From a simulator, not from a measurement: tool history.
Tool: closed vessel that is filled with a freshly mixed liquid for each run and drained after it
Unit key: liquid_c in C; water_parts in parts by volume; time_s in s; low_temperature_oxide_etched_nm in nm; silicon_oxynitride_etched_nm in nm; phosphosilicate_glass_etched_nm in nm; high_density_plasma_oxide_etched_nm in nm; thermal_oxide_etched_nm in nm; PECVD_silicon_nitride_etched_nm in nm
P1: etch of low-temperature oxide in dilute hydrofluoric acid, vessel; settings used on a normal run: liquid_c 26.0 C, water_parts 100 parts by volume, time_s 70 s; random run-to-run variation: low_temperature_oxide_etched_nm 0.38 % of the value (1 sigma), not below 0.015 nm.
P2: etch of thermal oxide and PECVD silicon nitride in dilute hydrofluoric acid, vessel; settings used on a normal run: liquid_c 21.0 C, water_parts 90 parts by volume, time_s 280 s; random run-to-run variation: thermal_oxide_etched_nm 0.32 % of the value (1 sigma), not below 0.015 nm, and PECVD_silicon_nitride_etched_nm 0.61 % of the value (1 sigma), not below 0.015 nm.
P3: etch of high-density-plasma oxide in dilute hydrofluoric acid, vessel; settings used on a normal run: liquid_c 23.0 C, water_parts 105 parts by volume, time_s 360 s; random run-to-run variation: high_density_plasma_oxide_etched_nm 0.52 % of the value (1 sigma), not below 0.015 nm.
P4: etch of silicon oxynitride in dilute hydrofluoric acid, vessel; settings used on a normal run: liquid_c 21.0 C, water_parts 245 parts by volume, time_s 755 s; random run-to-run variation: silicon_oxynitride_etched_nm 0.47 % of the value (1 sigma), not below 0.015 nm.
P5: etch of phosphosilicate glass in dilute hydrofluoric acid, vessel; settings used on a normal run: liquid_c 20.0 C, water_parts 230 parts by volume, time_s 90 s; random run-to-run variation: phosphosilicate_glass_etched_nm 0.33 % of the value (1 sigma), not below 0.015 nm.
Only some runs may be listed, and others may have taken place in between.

| run | hour | process | liquid_c | water_parts | time_s | hours since the thermometer was replaced | hours since the hydrofluoric acid flow meter was replaced | low_temperature_oxide_etched_nm | silicon_oxynitride_etched_nm | phosphosilicate_glass_etched_nm | high_density_plasma_oxide_etched_nm | thermal_oxide_etched_nm | PECVD_silicon_nitride_etched_nm |
|---|---|---|---|---|---|---|---|---|---|---|---|---|---|
| 1 | 11.0 | P1 | 26.0 | 100 | 70 | 988.9 | 466.1 | 9.6051 |  |  |  |  |  |
| 2 | 16.6 | P4 | 21.0 | 245 | 755 | 994.5 | 471.7 |  | 7.4628 |  |  |  |  |
| 3 | 27.2 | P1 | 26.0 | 100 | 100 | 1005.1 | 482.3 | 13.6560 |  |  |  |  |  |
| 4 | 35.9 | P1 | 26.0 | 100 | 70 | 1013.8 | 491.0 | 9.4820 |  |  |  |  |  |
| 5 | 46.0 | P5 | 26.5 | 230 | 90 | 1023.9 | 501.1 |  |  | 29.6550 |  |  |  |
| 6 | 54.0 | P1 | 31.0 | 100 | 70 | 1031.9 | 509.1 | 11.5920 |  |  |  |  |  |
| 7 | 64.1 | P3 | 23.0 | 165 | 360 | 1042.0 | 519.2 |  |  |  | 10.6100 |  |  |
| 8 | 72.2 | P5 | 20.0 | 230 | 90 | 1050.1 | 527.3 |  |  | 23.4040 |  |  |  |
| 9 | 82.1 | P2 | 27.0 | 90 | 280 | 1060.0 | 537.2 |  |  |  |  | 16.753 | 7.0675 |
| 10 | 92.6 | P1 | 26.0 | 100 | 30 | 1070.5 | 547.7 | 4.1200 |  |  |  |  |  |
| 11 | 100.7 | P4 | 21.0 | 245 | 755 | 1078.6 | 555.8 |  | 7.4860 |  |  |  |  |
| 12 | 108.0 | P1 | 26.0 | 155 | 105 | 1085.9 | 563.1 | 8.5599 |  |  |  |  |  |
| 13 | 118.9 | P1 | 26.0 | 100 | 70 | 1096.8 | 574.0 | 9.5451 |  |  |  |  |  |
| 14 | 127.2 | P4 | 28.5 | 245 | 755 | 1105.1 | 582.3 |  | 10.4300 |  |  |  |  |
| 15 | 135.6 | P1 | 26.0 | 100 | 70 | 1113.5 | 590.7 | 9.5054 |  |  |  |  |  |
| 16 | 146.8 | P3 | 23.0 | 105 | 360 | 1124.7 | 601.9 |  |  |  | 17.7250 |  |  |
| 17 | 157.8 | P5 | 20.0 | 230 | 30 | 1135.7 | 612.9 |  |  | 7.8114 |  |  |  |
| 18 | 167.7 | P2 | 21.0 | 45 | 280 | 1145.6 | 622.8 |  |  |  |  | 27.778 | 9.4238 |
| 19 | 178.5 | P1 | 26.0 | 155 | 70 | 1156.4 | 633.6 | 5.7574 |  |  |  |  |  |
| 20 | 183.8 | P4 | 21.0 | 245 | 260 | 1161.7 | 638.9 |  | 2.6218 |  |  |  |  |
| 21 | 190.9 | P1 | 26.0 | 100 | 70 | 1168.8 | 646.0 | 9.5586 |  |  |  |  |  |
| 22 | 201.4 | P4 | 21.0 | 85 | 755 | 1179.3 | 656.5 |  | 24.2170 |  |  |  |  |
| 23 | 208.4 | P2 | 21.0 | 90 | 445 | 1186.3 | 663.5 |  |  |  |  | 20.939 | 7.5682 |
| 24 | 219.1 | P2 | 21.0 | 90 | 280 | 1197.0 | 674.2 |  |  |  |  | 13.225 | 4.7911 |
| 25 | 226.7 | P1 | 21.0 | 100 | 70 | 1204.6 | 681.8 | 7.8279 |  |  |  |  |  |
| 26 | 235.6 | P1 | 26.0 | 100 | 70 | 1213.5 | 690.7 | 9.5447 |  |  |  |  |  |
| 27 | 245.3 | P3 | 28.5 | 105 | 360 | 1223.2 | 700.4 |  |  |  | 21.8840 |  |  |
| 28 | 250.6 | P1 | 26.0 | 60 | 70 | 1228.5 | 705.7 | 16.6720 |  |  |  |  |  |
| 29 | 258.2 | P2 | 21.0 | 90 | 280 | 1236.1 | 713.3 |  |  |  |  | 13.173 | 4.7509 |
| 30 | 263.2 | P5 | 20.0 | 350 | 90 | 1241.1 | 718.3 |  |  | 13.8250 |  |  |  |
| 31 | 272.2 | P1 | 26.0 | 100 | 70 | 1250.1 | 727.3 | 9.5957 |  |  |  |  |  |
| 32 | 281.6 | P1 | 21.0 | 100 | 30 | 1259.5 | 736.7 | 3.3641 |  |  |  |  |  |
| 33 | 287.3 | P3 | 23.0 | 105 | 60 | 1265.2 | 742.4 |  |  |  | 2.9709 |  |  |
| 34 | 293.5 | P1 | 26.0 | 100 | 70 | 1271.4 | 748.6 | 9.4728 |  |  |  |  |  |
| 35 | 302.2 | P1 | 26.0 | 100 | 70 | 1280.1 | 757.3 | 9.7950 |  |  |  |  |  |
| 36 | 311.2 | P1 | 26.0 | 100 | 70 | 1289.1 | 766.3 | 10.0130 |  |  |  |  |  |
| 37 | 320.0 | P1 | 26.0 | 100 | 70 | 1297.9 | 775.1 | 10.1300 |  |  |  |  |  |
| 38 | 329.3 | P1 | 26.0 | 100 | 70 | 1307.2 | 784.4 | 10.1680 |  |  |  |  |  |
| 39 | 339.7 | P1 | 26.0 | 100 | 70 | 1317.6 | 794.8 | 10.1870 |  |  |  |  |  |
| 40 | 349.8 | P1 | 26.0 | 100 | 70 | 1327.7 | 804.9 | 10.2970 |  |  |  |  |  |
| 41 | 357.9 | P1 | 26.0 | 100 | 70 | 1335.8 | 813.0 | 10.1910 |  |  |  |  |  |
| 42 | 366.4 | P1 | 26.0 | 100 | 70 | 1344.3 | 821.5 | 10.1980 |  |  |  |  |  |
| 43 | 372.5 | P1 | 26.0 | 100 | 70 | 1350.4 | 827.6 | 10.3540 |  |  |  |  |  |

P1 no longer gives what it gave before; its output has crept away from where it was. The following 2 causes, each at its listed size, fit the log equally well:
A: liquid hotter than its thermometer reads (K) = 1.96
B: hydrofluoric acid flow above the setpoint (%) = 6.94
The gradual shift began around hour 293.5.

Consider the 4 single-wafer check runs listed below, results given as question marks: which one distinguishes between the causes by giving clearly different results for each?
| check 1 | 378.6 | P3 | 23.0 | 105 | 360 |  |  |  |  |  | ? |  |  |
| check 2 | 378.6 | P5 | 20.0 | 230 | 90 |  |  |  |  | ? |  |  |  |
| check 3 | 378.6 | P4 | 21.0 | 245 | 755 |  |  |  | ? |  |  |  |  |
| check 4 | 378.6 | P2 | 21.0 | 90 | 280 |  |  |  |  |  |  | ? | ? |

Predicted outcomes, by check and by cause:
| check | result | if A | if B |
|---|---|---|---|
| check 1 | high_density_plasma_oxide_etched_nm | 19.3070 | 19.2650 |
| check 2 | phosphosilicate_glass_etched_nm | 25.1410 | 25.3400 |
| check 3 | silicon_oxynitride_etched_nm | 8.1998 | 8.1204 |
| check 4 | thermal_oxide_etched_nm | 14.271 | 14.189 |
| check 4 | PECVD_silicon_nitride_etched_nm | 5.4053 | 5.0590 |
Distance between the nearest two causes, measured in the result of the check that separates them most: check 1 0.22 %; check 2 0.79 %; check 3 0.97 %; check 4 6.62 %
Check 4 is the one run that separates the causes; every other check would come out nearly the same whichever cause is at work.

Check 4 was then run and gave: thermal_oxide_etched_nm 14.116 nm; PECVD_silicon_nitride_etched_nm 5.1199 nm. Which cause is it?

B is the cause: hydrofluoric acid flow above the setpoint (%).

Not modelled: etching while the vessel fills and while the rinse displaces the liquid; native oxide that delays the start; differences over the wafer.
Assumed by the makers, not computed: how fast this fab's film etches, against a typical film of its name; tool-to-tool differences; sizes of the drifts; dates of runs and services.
